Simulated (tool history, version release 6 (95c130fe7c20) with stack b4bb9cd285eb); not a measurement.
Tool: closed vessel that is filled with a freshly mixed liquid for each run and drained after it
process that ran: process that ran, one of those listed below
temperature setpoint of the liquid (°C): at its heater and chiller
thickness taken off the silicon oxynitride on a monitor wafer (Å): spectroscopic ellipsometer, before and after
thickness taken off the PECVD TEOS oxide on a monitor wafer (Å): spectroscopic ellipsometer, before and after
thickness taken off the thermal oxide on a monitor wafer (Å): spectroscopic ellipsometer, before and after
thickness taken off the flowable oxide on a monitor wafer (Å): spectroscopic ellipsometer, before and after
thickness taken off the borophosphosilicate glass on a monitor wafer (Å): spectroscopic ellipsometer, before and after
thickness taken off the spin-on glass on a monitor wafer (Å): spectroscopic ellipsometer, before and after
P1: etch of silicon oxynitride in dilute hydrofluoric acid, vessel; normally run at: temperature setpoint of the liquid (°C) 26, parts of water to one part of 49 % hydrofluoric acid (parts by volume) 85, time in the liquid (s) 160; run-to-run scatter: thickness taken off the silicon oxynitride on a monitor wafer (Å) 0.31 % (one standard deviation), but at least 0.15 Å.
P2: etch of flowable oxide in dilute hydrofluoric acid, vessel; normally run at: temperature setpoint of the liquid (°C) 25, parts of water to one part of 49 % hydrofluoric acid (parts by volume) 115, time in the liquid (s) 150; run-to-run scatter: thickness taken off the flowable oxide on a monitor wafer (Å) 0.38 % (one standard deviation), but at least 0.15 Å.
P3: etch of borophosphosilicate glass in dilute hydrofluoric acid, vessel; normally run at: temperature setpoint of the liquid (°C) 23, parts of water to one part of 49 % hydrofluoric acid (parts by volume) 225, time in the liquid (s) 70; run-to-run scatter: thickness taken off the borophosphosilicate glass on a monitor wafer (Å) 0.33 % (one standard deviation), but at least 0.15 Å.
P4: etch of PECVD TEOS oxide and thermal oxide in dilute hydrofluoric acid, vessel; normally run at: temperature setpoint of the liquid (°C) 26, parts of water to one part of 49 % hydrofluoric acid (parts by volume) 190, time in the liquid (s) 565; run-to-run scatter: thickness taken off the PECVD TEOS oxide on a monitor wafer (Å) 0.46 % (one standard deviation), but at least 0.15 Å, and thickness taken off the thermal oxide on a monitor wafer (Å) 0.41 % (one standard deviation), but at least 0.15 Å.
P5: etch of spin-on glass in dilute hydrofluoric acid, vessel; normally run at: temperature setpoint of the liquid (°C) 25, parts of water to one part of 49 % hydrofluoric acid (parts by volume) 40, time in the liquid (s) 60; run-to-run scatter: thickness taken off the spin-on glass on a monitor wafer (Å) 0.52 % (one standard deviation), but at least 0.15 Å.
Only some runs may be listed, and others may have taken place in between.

| run | hour | process that ran | temperature setpoint of the liquid (°C) | parts of water to one part of 49 % hydrofluoric acid (parts by volume) | time in the liquid (s) | hours since the thermometer was replaced | hours since the hydrofluoric acid flow meter was replaced | thickness taken off the silicon oxynitride on a monitor wafer (Å) | thickness taken off the PECVD TEOS oxide on a monitor wafer (Å) | thickness taken off the thermal oxide on a monitor wafer (Å) | thickness taken off the flowable oxide on a monitor wafer (Å) | thickness taken off the borophosphosilicate glass on a monitor wafer (Å) | thickness taken off the spin-on glass on a monitor wafer (Å) |
|---|---|---|---|---|---|---|---|---|---|---|---|---|---|
| 1 | 5.7 | P1 | 26 | 85 | 160 | 897.8 | 324.9 | 91.917 |  |  |  |  |  |
| 2 | 10.3 | P1 | 26 | 85 | 40 | 902.4 | 329.5 | 22.837 |  |  |  |  |  |
| 3 | 14.7 | P4 | 26 | 190 | 565 | 906.8 | 333.9 |  | 513.3 | 130.93 |  |  |  |
| 4 | 20.9 | P1 | 26 | 85 | 235 | 913 | 340.1 | 134.73 |  |  |  |  |  |
| 5 | 29.5 | P2 | 25 | 115 | 30 | 921.6 | 348.7 |  |  |  | 84.065 |  |  |
| 6 | 35.4 | P1 | 30 | 85 | 30 | 927.5 | 354.6 | 20.707 |  |  |  |  |  |
| 7 | 39.4 | P4 | 19.5 | 190 | 565 | 931.5 | 358.6 |  | 400.47 | 103.79 |  |  |  |
| 8 | 47 | P2 | 19.5 | 115 | 150 | 939.1 | 366.2 |  |  |  | 339.89 |  |  |
| 9 | 53.5 | P1 | 32 | 85 | 160 | 945.6 | 372.7 | 120.98 |  |  |  |  |  |
| 10 | 59.9 | P3 | 23 | 225 | 70 | 952 | 379.1 |  |  |  |  | 137.63 |  |
| 11 | 65.3 | P5 | 25 | 40 | 95 | 957.4 | 384.5 |  |  |  |  |  | 1855.1 |
| 12 | 70.5 | P5 | 25 | 55 | 60 | 962.6 | 389.7 |  |  |  |  |  | 835.29 |
| 13 | 77.4 | P1 | 26 | 130 | 160 | 969.5 | 396.6 | 57.941 |  |  |  |  |  |
| 14 | 84.3 | P1 | 26 | 85 | 160 | 976.4 | 403.5 | 91.958 |  |  |  |  |  |
| 15 | 90.3 | P1 | 26 | 85 | 160 | 982.4 | 409.5 | 91.752 |  |  |  |  |  |
| 16 | 98.8 | P2 | 25 | 20 | 150 | 990.9 | 418 |  |  |  | 2745.1 |  |  |
| 17 | 103.3 | P1 | 26 | 85 | 160 | 995.4 | 422.5 | 92.081 |  |  |  |  |  |
| 18 | 110.8 | P4 | 26 | 190 | 1040 | 1002.9 | 430 |  | 947.99 | 243.52 |  |  |  |
| 19 | 116.9 | P3 | 23 | 225 | 70 | 1009 | 436.1 |  |  |  |  | 137.33 |  |
| 20 | 121.5 | P3 | 31.5 | 225 | 70 | 1013.6 | 440.7 |  |  |  |  | 183.92 |  |
| 21 | 128.8 | P5 | 30.5 | 40 | 60 | 1020.9 | 448 |  |  |  |  |  | 1466.2 |
| 22 | 136.5 | P1 | 18.5 | 85 | 160 | 1028.6 | 455.7 | 64.376 |  |  |  |  |  |
| 23 | 141.5 | P2 | 25 | 115 | 150 | 1033.6 | 460.7 |  |  |  | 422.34 |  |  |
| 24 | 149.3 | P3 | 23 | 225 | 100 | 1041.4 | 468.5 |  |  |  |  | 195.86 |  |
| 25 | 156 | P3 | 23 | 385 | 70 | 1048.1 | 475.2 |  |  |  |  | 68.977 |  |
| 26 | 163.5 | P5 | 25 | 40 | 60 | 1055.6 | 482.7 |  |  |  |  |  | 1176.5 |
| 27 | 169.9 | P4 | 26 | 190 | 565 | 1062 | 489.1 |  | 512.37 | 133.24 |  |  |  |
| 28 | 174.3 | P1 | 26 | 40 | 160 | 1066.4 | 493.5 | 203.41 |  |  |  |  |  |
| 29 | 179.9 | P4 | 26 | 50 | 565 | 1072 | 499.1 |  | 2333.5 | 599.41 |  |  |  |
| 30 | 186.6 | P1 | 26 | 85 | 160 | 1078.7 | 505.8 | 92.002 |  |  |  |  |  |
| 31 | 193.2 | P1 | 26 | 85 | 160 | 1085.3 | 512.4 | 89.684 |  |  |  |  |  |
| 32 | 199.9 | P1 | 26 | 85 | 160 | 1092 | 519.1 | 87.061 |  |  |  |  |  |
| 33 | 207 | P1 | 26 | 85 | 160 | 1099.1 | 526.2 | 86.761 |  |  |  |  |  |
| 34 | 213.6 | P1 | 26 | 85 | 160 | 1105.7 | 532.8 | 85.736 |  |  |  |  |  |

Estimate the outcome of run 35 from the log above:
| 35 | 221.2 | P1 | 26 | 85 | 160 | 1113.3 | 540.4 | ? |  |  |  |  |  |

{"run 35": {"thickness taken off the silicon oxynitride on a monitor wafer (Å)": 84.764}}

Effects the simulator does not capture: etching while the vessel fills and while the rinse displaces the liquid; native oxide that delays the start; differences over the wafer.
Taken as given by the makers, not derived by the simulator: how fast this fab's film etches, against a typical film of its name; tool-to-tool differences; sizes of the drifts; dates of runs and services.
